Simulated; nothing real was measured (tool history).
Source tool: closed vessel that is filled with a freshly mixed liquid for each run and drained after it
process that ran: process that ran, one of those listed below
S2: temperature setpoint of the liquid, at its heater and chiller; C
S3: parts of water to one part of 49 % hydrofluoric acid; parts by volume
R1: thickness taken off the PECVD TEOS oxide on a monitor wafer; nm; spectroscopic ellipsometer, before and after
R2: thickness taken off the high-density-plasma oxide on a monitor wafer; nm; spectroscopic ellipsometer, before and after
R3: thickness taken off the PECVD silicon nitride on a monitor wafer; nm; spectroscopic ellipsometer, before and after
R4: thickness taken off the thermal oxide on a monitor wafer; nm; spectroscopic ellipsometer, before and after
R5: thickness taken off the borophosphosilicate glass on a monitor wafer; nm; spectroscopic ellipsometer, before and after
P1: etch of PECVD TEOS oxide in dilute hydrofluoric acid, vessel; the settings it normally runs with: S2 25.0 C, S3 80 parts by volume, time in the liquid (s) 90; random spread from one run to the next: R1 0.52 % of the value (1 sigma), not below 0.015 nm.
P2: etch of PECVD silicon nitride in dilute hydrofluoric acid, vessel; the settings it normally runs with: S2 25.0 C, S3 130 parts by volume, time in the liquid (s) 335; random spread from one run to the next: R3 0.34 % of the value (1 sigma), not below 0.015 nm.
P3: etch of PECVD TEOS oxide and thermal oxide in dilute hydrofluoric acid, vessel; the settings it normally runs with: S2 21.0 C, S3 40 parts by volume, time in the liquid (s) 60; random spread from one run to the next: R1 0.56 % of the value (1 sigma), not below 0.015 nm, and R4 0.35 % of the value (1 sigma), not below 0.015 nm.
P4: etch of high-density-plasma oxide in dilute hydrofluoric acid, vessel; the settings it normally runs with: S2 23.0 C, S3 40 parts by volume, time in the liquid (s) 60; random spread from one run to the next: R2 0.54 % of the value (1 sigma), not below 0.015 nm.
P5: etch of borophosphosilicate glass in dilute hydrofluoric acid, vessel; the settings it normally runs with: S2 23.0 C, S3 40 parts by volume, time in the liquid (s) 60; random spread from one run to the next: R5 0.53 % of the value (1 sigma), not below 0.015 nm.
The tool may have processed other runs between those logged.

run 1 hour=14.4 | process_that_ran=P1 S2=25.0 S3=80 time_in_the_liquid_(s)=90 | R1=10.2090
run 2 hour=28.8 | process_that_ran=P4 S2=27.0 S3=40 time_in_the_liquid_(s)=60 | R2=8.8656
run 3 hour=43.4 | process_that_ran=P1 S2=25.0 S3=80 time_in_the_liquid_(s)=90 | R1=10.2730
run 4 hour=59.4 | process_that_ran=P2 S2=25.0 S3=70 time_in_the_liquid_(s)=335 | R3=28.1110
run 5 hour=70.0 | process_that_ran=P1 S2=18.0 S3=80 time_in_the_liquid_(s)=55 | R1=4.6809
run 6 hour=78.8 | process_that_ran=P2 S2=18.5 S3=130 time_in_the_liquid_(s)=335 | R3=9.8866
run 7 hour=96.3 | process_that_ran=P1 S2=25.0 S3=20 time_in_the_liquid_(s)=90 | R1=44.1520
run 8 hour=111.2 | process_that_ran=P1 S2=25.0 S3=80 time_in_the_liquid_(s)=90 | R1=10.2610
run 9 hour=122.9 | process_that_ran=P3 S2=28.5 S3=40 time_in_the_liquid_(s)=60 | R1=54.1210 R4=8.9909
run 10 hour=137.2 | process_that_ran=P3 S2=21.0 S3=40 time_in_the_liquid_(s)=35 | R1=23.2390 R4=3.8113
run 11 hour=154.8 | process_that_ran=P1 S2=25.0 S3=140 time_in_the_liquid_(s)=90 | R1=5.4278
run 12 hour=170.5 | process_that_ran=P5 S2=23.0 S3=40 time_in_the_liquid_(s)=60 | R5=100.22
run 13 hour=184.1 | process_that_ran=P4 S2=23.0 S3=70 time_in_the_liquid_(s)=60 | R2=4.1757
run 14 hour=197.9 | process_that_ran=P5 S2=27.5 S3=40 time_in_the_liquid_(s)=60 | R5=120.12
run 15 hour=214.0 | process_that_ran=P5 S2=23.0 S3=20 time_in_the_liquid_(s)=60 | R5=205.51
run 16 hour=228.7 | process_that_ran=P1 S2=25.0 S3=80 time_in_the_liquid_(s)=90 | R1=10.2520
run 17 hour=240.1 | process_that_ran=P4 S2=23.0 S3=40 time_in_the_liquid_(s)=30 | R2=3.8066
run 18 hour=257.5 | process_that_ran=P2 S2=25.0 S3=130 time_in_the_liquid_(s)=335 | R3=15.2630
run 19 hour=275.1 | process_that_ran=P1 S2=25.0 S3=80 time_in_the_liquid_(s)=90 | R1=10.2820
run 20 hour=285.7 | process_that_ran=P3 S2=21.0 S3=40 time_in_the_liquid_(s)=60 | R1=39.7430 R4=6.5675
run 21 hour=303.8 | process_that_ran=P4 S2=23.0 S3=40 time_in_the_liquid_(s)=60 | R2=7.6238
run 22 hour=316.9 | process_that_ran=P1 S2=29.5 S3=130 time_in_the_liquid_(s)=90 | R1=7.0892
run 23 hour=331.4 | process_that_ran=P3 S2=21.0 S3=65 time_in_the_liquid_(s)=60 | R1=23.5010 R4=3.9375
run 24 hour=344.7 | process_that_ran=P1 S2=32.0 S3=80 time_in_the_liquid_(s)=90 | R1=13.4310
run 25 hour=360.2 | process_that_ran=P5 S2=23.0 S3=40 time_in_the_liquid_(s)=60 | R5=100.39
run 26 hour=373.9 | process_that_ran=P1 S2=25.0 S3=80 time_in_the_liquid_(s)=90 | R1=10.3340
run 27 hour=387.0 | process_that_ran=P5 S2=23.0 S3=40 time_in_the_liquid_(s)=90 | R5=149.85
run 28 hour=402.4 | process_that_ran=P1 S2=19.5 S3=80 time_in_the_liquid_(s)=90 | R1=8.2052
run 29 hour=414.5 | process_that_ran=P1 S2=25.0 S3=80 time_in_the_liquid_(s)=135 | R1=15.3640

Run 30 has not been measured yet. What should we expect?
run 30 hour=427.2 | process_that_ran=P2 S2=25.0 S3=130 time_in_the_liquid_(s)=160 | R3=?

Run 30 produced R3 7.3627 nm.

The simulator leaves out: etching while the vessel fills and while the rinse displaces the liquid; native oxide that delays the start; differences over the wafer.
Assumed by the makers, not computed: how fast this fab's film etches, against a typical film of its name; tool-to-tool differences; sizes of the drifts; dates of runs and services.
